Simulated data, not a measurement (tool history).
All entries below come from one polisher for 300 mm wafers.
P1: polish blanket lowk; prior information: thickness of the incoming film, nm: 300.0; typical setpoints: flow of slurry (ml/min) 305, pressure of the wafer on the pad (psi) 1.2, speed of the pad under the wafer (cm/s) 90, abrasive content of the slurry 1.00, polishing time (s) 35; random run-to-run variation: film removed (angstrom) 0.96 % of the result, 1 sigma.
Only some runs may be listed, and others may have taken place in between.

run	hour	flow of slurry (ml/min)	pressure of the wafer on the pad (psi)	speed of the pad under the wafer (cm/s)	abrasive content of the slurry	polishing time (s)	wafers polished on this pad	hours since the slurry nozzle was cleaned	hours since the head pressure was calibrated	hours since the slurry blender was calibrated	hours since the conditioning disc was replaced	film removed (angstrom)
1	8.1	305	1.2	90	1.00	35	488	108.9	168.0	112.4	50.7	71.448
2	17.8	305	1.2	90	1.40	35	558	118.6	177.7	122.1	60.4	80.516
3	31.2	305	1.2	46	1.00	35	654	132.0	191.1	135.5	73.8	41.411
4	44.0	305	1.2	90	1.00	51	746	144.8	203.9	148.3	86.6	103.400
5	55.6	185	1.2	90	1.00	35	829	156.4	215.5	159.9	98.2	67.252
6	71.2	305	1.2	90	1.00	26	942	172.0	231.1	175.5	113.8	51.858
7	84.9	305	1.2	142	1.00	35	1040	185.7	244.8	189.2	127.5	102.060
8	96.8	305	1.2	90	1.00	35	1126	197.6	256.7	201.1	139.4	71.097
9	113.1	425	1.2	90	1.00	35	1243	213.9	273.0	217.4	155.7	72.156
# hour 122.4: head pressure recalibrated
10	123.5	395	1.2	90	0.65	35	1317	224.3	1.2	227.8	166.1	58.880
11	140.4	305	0.8	90	1.00	35	1439	241.2	18.1	244.7	183.0	47.227
12	156.0	305	1.2	90	0.50	35	1551	256.8	33.7	260.3	198.6	48.019
13	167.5	305	1.8	90	1.00	35	1634	268.3	45.2	271.8	210.1	105.050
14	181.5	305	1.2	90	1.00	35	1734	282.3	59.2	285.8	224.1	70.300
15	194.0	305	1.2	90	1.00	35	1824	294.8	71.7	298.3	236.6	70.306
16	208.0	305	1.2	90	1.00	35	1925	308.8	85.7	312.3	250.6	72.291
17	217.7	305	1.2	90	1.00	35	1994	318.5	95.4	322.0	260.3	70.805
18	233.4	305	1.2	90	1.00	35	2107	334.2	111.1	337.7	276.0	68.349
19	242.7	305	1.2	90	1.00	35	2174	343.5	120.4	347.0	285.3	66.564
20	253.8	305	1.2	90	1.00	35	2254	354.6	131.5	358.1	296.4	63.904
21	265.3	305	1.2	90	1.00	35	2336	366.1	143.0	369.6	307.9	63.418
22	282.6	305	1.2	90	1.00	35	2461	383.4	160.3	386.9	325.2	62.822
# hour 284.1: conditioning disc replaced and pad reconditioned
23	296.1	305	1.2	90	1.00	35	2558	396.9	173.8	400.4	12.1	64.121
# hour 302.3: head pressure recalibrated
24	311.7	305	1.2	90	1.00	35	2670	412.5	9.4	416.0	27.7	62.165
25	325.3	305	1.2	90	1.00	35	2767	426.1	23.0	429.6	41.3	62.055
26	334.4	305	1.2	90	1.00	35	2833	435.2	32.1	438.7	50.4	62.019
27	344.9	305	1.2	90	1.00	35	2908	445.7	42.6	449.2	60.9	61.771
28	356.7	305	1.2	90	1.00	35	2993	457.5	54.4	461.0	72.7	62.118

Something has made what P1 gives creep away from where it was; the 2 causes below, each at its own stated size, fit the log equally well:
A: removal rate lost through wear of the pad, % = 12.4
B: abrasive missing from the slurry, % = 23.8
The process output started creeping at around hour 217.7.
Why every other cause is out:
slurry flow missing at the pad, %: can reach only 40, and even then film removed (angstrom) would move by -5.6 %, too little or the wrong way
head's pressure below its setpoint, %: maintenance at hour 302.3, after the shift began, did not return the process to its former output
time polished since the conditioner stopped cutting, s: maintenance at hour 284.1, after the shift began, did not return the process to its former output

Each of the check runs listed below is run on 3 wafers and reports their average, with the results left as question marks. Pick the one under which the possible causes would lead to clearly different results.
check 1	368.5	305	1.2	50	1.00	35						?
check 2	368.5	200	1.7	90	1.00	35						?
check 3	368.5	185	1.2	140	1.00	35						?
check 4	368.5	185	1.2	90	0.55	35						?

Outcome of each check run for each possible cause:
check	result	if A	if B
check 1	film removed (angstrom)	38.694	38.680
check 2	film removed (angstrom)	83.823	83.792
check 3	film removed (angstrom)	83.368	83.338
check 4	film removed (angstrom)	42.675	41.001
How far apart the two closest causes lie, in the result that separates them most: check 1 0.04 %; check 2 0.04 %; check 3 0.04 %; check 4 4 %
Only check 4 tells the causes apart: in the others they would give nearly the same result.

Check 4 was carried out, with these results: film removed (angstrom) 40.863. Which of the listed causes is responsible?

The correct cause is B, namely: abrasive missing from the slurry, %.
